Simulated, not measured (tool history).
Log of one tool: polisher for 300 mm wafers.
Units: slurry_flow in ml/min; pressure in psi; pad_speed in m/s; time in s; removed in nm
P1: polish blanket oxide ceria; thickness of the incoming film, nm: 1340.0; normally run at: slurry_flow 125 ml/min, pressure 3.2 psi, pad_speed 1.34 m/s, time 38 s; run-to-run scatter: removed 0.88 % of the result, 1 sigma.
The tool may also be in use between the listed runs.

run  hour  slurry_flow  pressure  pad_speed  time  wafers polished on this pad  hours since the slurry nozzle was cleaned  hours since the head pressure was calibrated  removed
  1   8.5          125       3.2       1.34    38                          650                                       81.4                                         714.1  200.600
  2  15.1          125       3.2       1.34    51                          713                                       88.0                                         720.7  268.830
  3  19.5          125       3.2       1.34    38                          755                                       92.4                                         725.1  198.320
  4  25.7           80       3.2       1.34    38                          814                                       98.6                                         731.3  179.520
  5  32.1          125       1.4       1.34    38                          875                                      105.0                                         737.7   87.697
  6  36.7          125       3.2       1.34    38                          919                                      109.6                                         742.3  202.680
  7  44.8          195       3.2       1.34    38                          996                                      117.7                                         750.4  217.780
  8  51.1          125       3.2       0.60    38                         1056                                      124.0                                         756.7   90.042
  9  58.2          125       4.4       1.34    58                         1123                                      131.1                                         763.8  426.200
 10  63.3          125       3.2       1.34    38                         1172                                      136.2                                         768.9  199.920
 11  69.4          125       3.2       1.34    18                         1230                                      142.3                                         775.0   94.905
 12  75.9          125       2.2       1.34    25                         1292                                      148.8                                         781.5   90.441
 13  84.7          125       3.2       1.34    38                         1375                                      157.6                                         790.3  200.780

The next listed run, before its measurement:
 14  89.7          125       3.2       2.10    38                         1423                                      162.6                                         795.3        ?

removed: 316.560 nm
